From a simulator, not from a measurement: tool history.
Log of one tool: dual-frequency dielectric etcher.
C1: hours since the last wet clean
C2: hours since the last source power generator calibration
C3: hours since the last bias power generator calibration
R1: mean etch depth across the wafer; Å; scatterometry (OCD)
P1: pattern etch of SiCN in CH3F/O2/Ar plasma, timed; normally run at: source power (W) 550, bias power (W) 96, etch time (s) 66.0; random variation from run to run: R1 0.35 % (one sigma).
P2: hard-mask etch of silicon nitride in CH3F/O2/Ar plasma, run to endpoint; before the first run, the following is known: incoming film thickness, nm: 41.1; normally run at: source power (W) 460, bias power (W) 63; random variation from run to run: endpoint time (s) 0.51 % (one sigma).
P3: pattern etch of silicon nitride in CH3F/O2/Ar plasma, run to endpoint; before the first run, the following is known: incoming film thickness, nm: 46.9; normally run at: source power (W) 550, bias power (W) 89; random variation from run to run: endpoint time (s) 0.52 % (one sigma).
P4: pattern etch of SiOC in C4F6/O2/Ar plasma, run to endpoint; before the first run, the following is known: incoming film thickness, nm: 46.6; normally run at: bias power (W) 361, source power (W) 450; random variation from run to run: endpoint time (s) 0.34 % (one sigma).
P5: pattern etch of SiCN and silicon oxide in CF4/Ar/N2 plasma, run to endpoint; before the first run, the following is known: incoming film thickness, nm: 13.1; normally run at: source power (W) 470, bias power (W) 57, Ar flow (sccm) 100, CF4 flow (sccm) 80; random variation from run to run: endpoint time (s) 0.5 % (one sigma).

run 1 hour=4.2 | process_that_ran=P1 source_power_(W)=550 bias_power_(W)=96 etch_time_(s)=66.0 | C1=154.8 C2=1044.0 C3=582.3 | R1=319.81
run 2 hour=10.2 | process_that_ran=P4 source_power_(W)=450 bias_power_(W)=240 | C1=160.8 C2=1050.0 C3=588.3 | endpoint_time_(s)=19.353
run 3 hour=13.9 | process_that_ran=P1 source_power_(W)=550 bias_power_(W)=96 etch_time_(s)=66.0 | C1=164.5 C2=1053.7 C3=592.0 | R1=320.91
run 4 hour=16.8 | process_that_ran=P2 source_power_(W)=640 bias_power_(W)=63 | C1=167.4 C2=1056.6 C3=594.9 | endpoint_time_(s)=50.419
run 5 hour=21.8 | process_that_ran=P5 source_power_(W)=470 bias_power_(W)=57 Ar_flow_(sccm)=133 CF4_flow_(sccm)=80 | C1=172.4 C2=1061.6 C3=599.9 | endpoint_time_(s)=16.175
run 6 hour=27.9 | process_that_ran=P4 source_power_(W)=450 bias_power_(W)=361 | C1=178.5 C2=1067.7 C3=606.0 | endpoint_time_(s)=16.850
run 7 hour=32.2 | process_that_ran=P1 source_power_(W)=550 bias_power_(W)=96 etch_time_(s)=46.5 | C1=182.8 C2=1072.0 C3=610.3 | R1=224.70
run 8 hour=37.6 | process_that_ran=P1 source_power_(W)=550 bias_power_(W)=65 etch_time_(s)=66.0 | C1=188.2 C2=1077.4 C3=615.7 | R1=278.50
run 9 hour=40.6 | process_that_ran=P5 source_power_(W)=290 bias_power_(W)=57 Ar_flow_(sccm)=100 CF4_flow_(sccm)=80 | C1=191.2 C2=1080.4 C3=618.7 | endpoint_time_(s)=23.577
run 10 hour=45.9 | process_that_ran=P4 source_power_(W)=450 bias_power_(W)=361 | C1=196.5 C2=1085.7 C3=624.0 | endpoint_time_(s)=16.892
run 11 hour=49.2 | process_that_ran=P5 source_power_(W)=470 bias_power_(W)=57 Ar_flow_(sccm)=100 CF4_flow_(sccm)=80 | C1=199.8 C2=1089.0 C3=627.3 | endpoint_time_(s)=15.452
run 12 hour=54.3 | process_that_ran=P1 source_power_(W)=670 bias_power_(W)=96 etch_time_(s)=66.0 | C1=204.9 C2=1094.1 C3=632.4 | R1=345.98
run 13 hour=58.7 | process_that_ran=P3 source_power_(W)=550 bias_power_(W)=89 | C1=209.3 C2=1098.5 C3=636.8 | endpoint_time_(s)=54.684
run 14 hour=62.6 | process_that_ran=P1 source_power_(W)=550 bias_power_(W)=124 etch_time_(s)=66.0 | C1=213.2 C2=1102.4 C3=640.7 | R1=351.93
run 15 hour=66.4 | process_that_ran=P1 source_power_(W)=550 bias_power_(W)=96 etch_time_(s)=66.0 | C1=217.0 C2=1106.2 C3=644.5 | R1=318.37
-- hour=66.7 source power generator calibrated
run 16 hour=70.1 | process_that_ran=P5 source_power_(W)=470 bias_power_(W)=57 Ar_flow_(sccm)=100 CF4_flow_(sccm)=80 | C1=220.7 C2=3.4 C3=648.2 | endpoint_time_(s)=15.450
run 17 hour=74.7 | process_that_ran=P2 source_power_(W)=460 bias_power_(W)=63 | C1=225.3 C2=8.0 C3=652.8 | endpoint_time_(s)=56.925
run 18 hour=78.2 | process_that_ran=P1 source_power_(W)=550 bias_power_(W)=96 etch_time_(s)=91.0 | C1=228.8 C2=11.5 C3=656.3 | R1=440.74
run 19 hour=84.1 | process_that_ran=P1 source_power_(W)=710 bias_power_(W)=62 etch_time_(s)=66.0 | C1=234.7 C2=17.4 C3=662.2 | R1=304.19
run 20 hour=88.9 | process_that_ran=P2 source_power_(W)=460 bias_power_(W)=37 | C1=239.5 C2=22.2 C3=667.0 | endpoint_time_(s)=66.993
run 21 hour=93.1 | process_that_ran=P1 source_power_(W)=700 bias_power_(W)=96 etch_time_(s)=95.0 | C1=243.7 C2=26.4 C3=671.2 | R1=504.75
run 22 hour=98.9 | process_that_ran=P3 source_power_(W)=660 bias_power_(W)=89 | C1=249.5 C2=32.2 C3=677.0 | endpoint_time_(s)=50.994
run 23 hour=103.7 | process_that_ran=P4 source_power_(W)=630 bias_power_(W)=361 | C1=254.3 C2=37.0 C3=681.8 | endpoint_time_(s)=14.818
run 24 hour=107.0 | process_that_ran=P1 source_power_(W)=400 bias_power_(W)=96 etch_time_(s)=66.0 | C1=257.6 C2=40.3 C3=685.1 | R1=284.30
run 25 hour=111.9 | process_that_ran=P1 source_power_(W)=550 bias_power_(W)=96 etch_time_(s)=66.0 | C1=262.5 C2=45.2 C3=690.0 | R1=318.64
run 26 hour=116.0 | process_that_ran=P3 source_power_(W)=550 bias_power_(W)=123 | C1=266.6 C2=49.3 C3=694.1 | endpoint_time_(s)=48.857
run 27 hour=118.9 | process_that_ran=P5 source_power_(W)=470 bias_power_(W)=71 Ar_flow_(sccm)=100 CF4_flow_(sccm)=80 | C1=269.5 C2=52.2 C3=697.0 | endpoint_time_(s)=14.315
run 28 hour=122.4 | process_that_ran=P1 source_power_(W)=440 bias_power_(W)=96 etch_time_(s)=40.5 | C1=273.0 C2=55.7 C3=700.5 | R1=180.83
run 29 hour=128.3 | process_that_ran=P3 source_power_(W)=550 bias_power_(W)=89 | C1=278.9 C2=61.6 C3=706.4 | endpoint_time_(s)=55.134
run 30 hour=134.1 | process_that_ran=P1 source_power_(W)=550 bias_power_(W)=96 etch_time_(s)=66.0 | C1=284.7 C2=67.4 C3=712.2 | R1=319.08
run 31 hour=139.0 | process_that_ran=P5 source_power_(W)=470 bias_power_(W)=57 Ar_flow_(sccm)=100 CF4_flow_(sccm)=55 | C1=289.6 C2=72.3 C3=717.1 | endpoint_time_(s)=16.393
run 32 hour=142.4 | process_that_ran=P1 source_power_(W)=550 bias_power_(W)=96 etch_time_(s)=66.0 | C1=293.0 C2=75.7 C3=720.5 | R1=320.51
run 33 hour=148.4 | process_that_ran=P1 source_power_(W)=550 bias_power_(W)=96 etch_time_(s)=66.0 | C1=299.0 C2=81.7 C3=726.5 | R1=320.28
run 34 hour=151.7 | process_that_ran=P1 source_power_(W)=550 bias_power_(W)=96 etch_time_(s)=66.0 | C1=302.3 C2=85.0 C3=729.8 | R1=319.13
run 35 hour=155.7 | process_that_ran=P1 source_power_(W)=550 bias_power_(W)=96 etch_time_(s)=66.0 | C1=306.3 C2=89.0 C3=733.8 | R1=317.70
run 36 hour=159.9 | process_that_ran=P1 source_power_(W)=550 bias_power_(W)=96 etch_time_(s)=66.0 | C1=310.5 C2=93.2 C3=738.0 | R1=315.58
run 37 hour=165.5 | process_that_ran=P1 source_power_(W)=550 bias_power_(W)=96 etch_time_(s)=66.0 | C1=316.1 C2=98.8 C3=743.6 | R1=316.53
-- hour=170.1 wet clean of the chamber
run 38 hour=170.1 | process_that_ran=P1 source_power_(W)=550 bias_power_(W)=96 etch_time_(s)=66.0 | C1=0.1 C2=103.4 C3=748.2 | R1=315.04
run 39 hour=176.2 | process_that_ran=P1 source_power_(W)=550 bias_power_(W)=96 etch_time_(s)=66.0 | C1=6.2 C2=109.5 C3=754.3 | R1=315.54
run 40 hour=179.2 | process_that_ran=P1 source_power_(W)=550 bias_power_(W)=96 etch_time_(s)=66.0 | C1=9.2 C2=112.5 C3=757.3 | R1=314.90
run 41 hour=184.0 | process_that_ran=P1 source_power_(W)=550 bias_power_(W)=96 etch_time_(s)=66.0 | C1=14.0 C2=117.3 C3=762.1 | R1=315.76
run 42 hour=187.5 | process_that_ran=P1 source_power_(W)=550 bias_power_(W)=96 etch_time_(s)=66.0 | C1=17.5 C2=120.8 C3=765.6 | R1=315.68
run 43 hour=193.0 | process_that_ran=P1 source_power_(W)=550 bias_power_(W)=96 etch_time_(s)=66.0 | C1=23.0 C2=126.3 C3=771.1 | R1=314.32

What P1 gives has crept away from where it was. These 2 causes fit the log equally well, each at the size given:
A: source power that arrives under what is set, % = 4.58
B: bias power that arrives under what is set, % = 4.67
The gradual shift began around hour 148.4.
Excluded causes, each with its reason:
chamber walls in a state that lowers the etch rate, %: maintenance at hour 170.1, after the shift began, did not return the process to its former output

Which of the check runs below tells the causes apart, meaning the causes would give it clearly different results? Each run uses 2 wafers whose results are averaged, and each result is shown as a question mark.
run check 1 hour=198.5 | process_that_ran=P3 source_power_(W)=550 bias_power_(W)=116 | endpoint_time_(s)=?
run check 2 hour=198.5 | process_that_ran=P5 source_power_(W)=470 bias_power_(W)=57 Ar_flow_(sccm)=131 CF4_flow_(sccm)=80 | endpoint_time_(s)=?
run check 3 hour=198.5 | process_that_ran=P2 source_power_(W)=580 bias_power_(W)=46 | endpoint_time_(s)=?
run check 4 hour=198.5 | process_that_ran=P4 source_power_(W)=520 bias_power_(W)=243 | endpoint_time_(s)=?

What every check run would give for each of its results, assuming each possible cause in turn:
check=check_1 result=endpoint_time_(s) if_A=50.636 if_B=50.645
check=check_2 result=endpoint_time_(s) if_A=16.788 if_B=16.356
check=check_3 result=endpoint_time_(s) if_A=58.390 if_B=58.123
check=check_4 result=endpoint_time_(s) if_A=18.586 if_B=18.537
Minimum pairwise separation of causes per check, each pair taken at its best-separating result: check 1 0.02 %; check 2 2.6 %; check 3 0.46 %; check 4 0.26 %
Check 2 distinguishes between the causes, while the remaining checks would return nearly the same result for all of them.

Check 2 was then run and gave: endpoint time (s) 16.815. Which cause is it?

A is the cause: source power that arrives under what is set, %.
